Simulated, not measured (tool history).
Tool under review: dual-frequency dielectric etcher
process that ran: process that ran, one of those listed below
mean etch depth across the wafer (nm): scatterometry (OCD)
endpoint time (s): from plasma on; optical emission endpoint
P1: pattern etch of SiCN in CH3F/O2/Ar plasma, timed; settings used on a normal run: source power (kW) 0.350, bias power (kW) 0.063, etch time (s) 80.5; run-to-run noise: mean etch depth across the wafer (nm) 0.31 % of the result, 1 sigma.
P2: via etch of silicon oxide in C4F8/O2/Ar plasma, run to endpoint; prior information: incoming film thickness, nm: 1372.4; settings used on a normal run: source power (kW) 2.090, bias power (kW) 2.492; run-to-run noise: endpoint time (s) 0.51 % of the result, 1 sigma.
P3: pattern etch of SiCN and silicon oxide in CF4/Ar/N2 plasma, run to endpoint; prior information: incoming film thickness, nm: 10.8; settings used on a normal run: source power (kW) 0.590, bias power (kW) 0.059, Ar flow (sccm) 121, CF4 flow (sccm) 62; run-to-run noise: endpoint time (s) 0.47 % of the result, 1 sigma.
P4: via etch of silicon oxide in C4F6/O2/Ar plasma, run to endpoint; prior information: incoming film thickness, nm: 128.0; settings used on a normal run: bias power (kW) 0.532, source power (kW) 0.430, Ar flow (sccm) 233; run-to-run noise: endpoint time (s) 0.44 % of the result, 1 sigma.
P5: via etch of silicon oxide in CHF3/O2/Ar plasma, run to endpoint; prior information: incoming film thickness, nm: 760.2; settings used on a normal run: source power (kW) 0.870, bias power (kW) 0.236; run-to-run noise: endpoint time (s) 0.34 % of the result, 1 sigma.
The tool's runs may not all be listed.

run     day  process that ran  source power (kW)  bias power (kW)  etch time (s)  Ar flow (sccm)  CF4 flow (sccm)  hours since the last wet clean  hours since the last source power generator calibration  hours since the last bias power generator calibration  mean etch depth across the wafer (nm)  endpoint time (s)
  1   0.321                P1              0.350            0.063           80.5                                                            237.6                                                   2657.5                                                 1486.1                                 26.800
  2   0.608                P2              1.520            2.492                                                                           244.5                                                   2664.4                                                 1493.0                                                  273.2300
  3   1.075                P3              0.590            0.059                             82               62                           255.7                                                   2675.6                                                 1504.2                                                    9.9717
  4   1.383                P1              0.350            0.063           80.5                                                            263.1                                                   2683.0                                                 1511.6                                 26.937
  5   1.838                P3              0.590            0.059                            121               62                           274.0                                                   2693.9                                                 1522.5                                                   10.8150
  6   2.271                P1              0.350            0.077           80.5                                                            284.4                                                   2704.3                                                 1532.9                                 28.869
  7   2.617                P3              0.590            0.059                            121               39                           292.7                                                   2712.6                                                 1541.2                                                   11.7760
  8   3.046                P5              0.870            0.236                                                                           303.0                                                   2722.9                                                 1551.5                                                  301.0700
  9   3.504                P1              0.350            0.051           80.5                                                            314.0                                                   2733.9                                                 1562.5                                 24.900
 10   3.838                P4              0.430            0.745                            233                                            322.0                                                   2741.9                                                 1570.5                                                   23.0860
 11   4.338                P2              2.090            2.492                                                                           334.0                                                   2753.9                                                 1582.5                                                  240.3500
 12   4.621                P1              0.260            0.063           80.5                                                            340.8                                                   2760.7                                                 1589.3                                 24.055
 13   4.867                P5              0.870            0.144                                                                           346.7                                                   2766.6                                                 1595.2                                                  355.8800
 14   5.317                P3              0.590            0.083                            121               62                           357.5                                                   2777.4                                                 1606.0                                                    9.6046
 15   5.550                P1              0.350            0.063           80.5                                                            363.1                                                   2783.0                                                 1611.6                                 26.918
 16   5.967                P5              0.870            0.236                                                                           373.1                                                   2793.0                                                 1621.6                                                  303.2400
 17   6.279                P1              0.350            0.063           80.5                                                            380.6                                                   2800.5                                                 1629.1                                 26.803
 18   6.754                P4              0.430            0.532                            300                                            392.0                                                   2811.9                                                 1640.5                                                   26.9430
 19   7.129                P1              0.350            0.063           59.0                                                            401.0                                                   2820.9                                                 1649.5                                 19.681
 20   7.596                P4              0.430            0.532                            233                                            412.2                                                   2832.1                                                 1660.7                                                   26.1730
 21   7.862                P3              0.400            0.059                            121               62                           418.6                                                   2838.5                                                 1667.1                                                   15.1590
 22   8.271                P4              0.430            0.532                            233                                            428.4                                                   2848.3                                                 1676.9                                                   26.3030
 23   8.562                P2              2.090            2.492                                                                           435.4                                                   2855.3                                                 1683.9                                                  241.0500
 24   9.100                P5              1.220            0.236                                                                           448.3                                                   2868.2                                                 1696.8                                                  266.2400
 25   9.583                P4              0.320            0.532                            233                                            459.9                                                   2879.8                                                 1708.4                                                   29.2930
 26  10.075                P1              0.350            0.063           80.5                                                            471.7                                                   2891.6                                                 1720.2                                 26.868
 27  10.362                P2              2.090            1.651                                                                           478.6                                                   2898.5                                                 1727.1                                                  270.3600
 28  10.646                P1              0.440            0.063           80.5                                                            485.4                                                   2905.3                                                 1733.9                                 29.205
 29  11.050                P1              0.450            0.045           80.5                                                            495.1                                                   2915.0                                                 1743.6                                 26.511
 30  11.562                P1              0.420            0.040           80.5                                                            507.4                                                   2927.3                                                 1755.9                                 24.895
 31  11.875                P1              0.350            0.077          100.5                                                            514.9                                                   2934.8                                                 1763.4                                 35.950
 32  12.129                P1              0.350            0.063          119.0                                                            521.0                                                   2940.9                                                 1769.5                                 39.443
 33  12.621                P1              0.350            0.063           80.5                                                            532.8                                                   2952.7                                                 1781.3                                 26.967
 34  13.083                P1              0.350            0.063           80.5                                                            543.9                                                   2963.8                                                 1792.4                                 27.069
 35  13.488                P1              0.350            0.063           80.5                                                            553.6                                                   2973.5                                                 1802.1                                 27.154
     13.608  -- wet clean of the chamber
 36  13.892                P1              0.350            0.063           80.5                                                              6.8                                                   2983.2                                                 1811.8                                 27.227
 37  14.171                P1              0.350            0.063           80.5                                                             13.5                                                   2989.9                                                 1818.5                                 27.209
 38  14.488                P1              0.350            0.063           80.5                                                             21.1                                                   2997.5                                                 1826.1                                 27.333
 39  14.783                P1              0.350            0.063           80.5                                                             28.2                                                   3004.6                                                 1833.2                                 27.212

Run 40, settings as shown, results not yet in. Your forecast:
 40  15.142                P1              0.350            0.063           80.5                                                             36.8                                                   3013.2                                                 1841.8                                      ?

For run 40 the tool returned mean etch depth across the wafer (nm) 27.354.
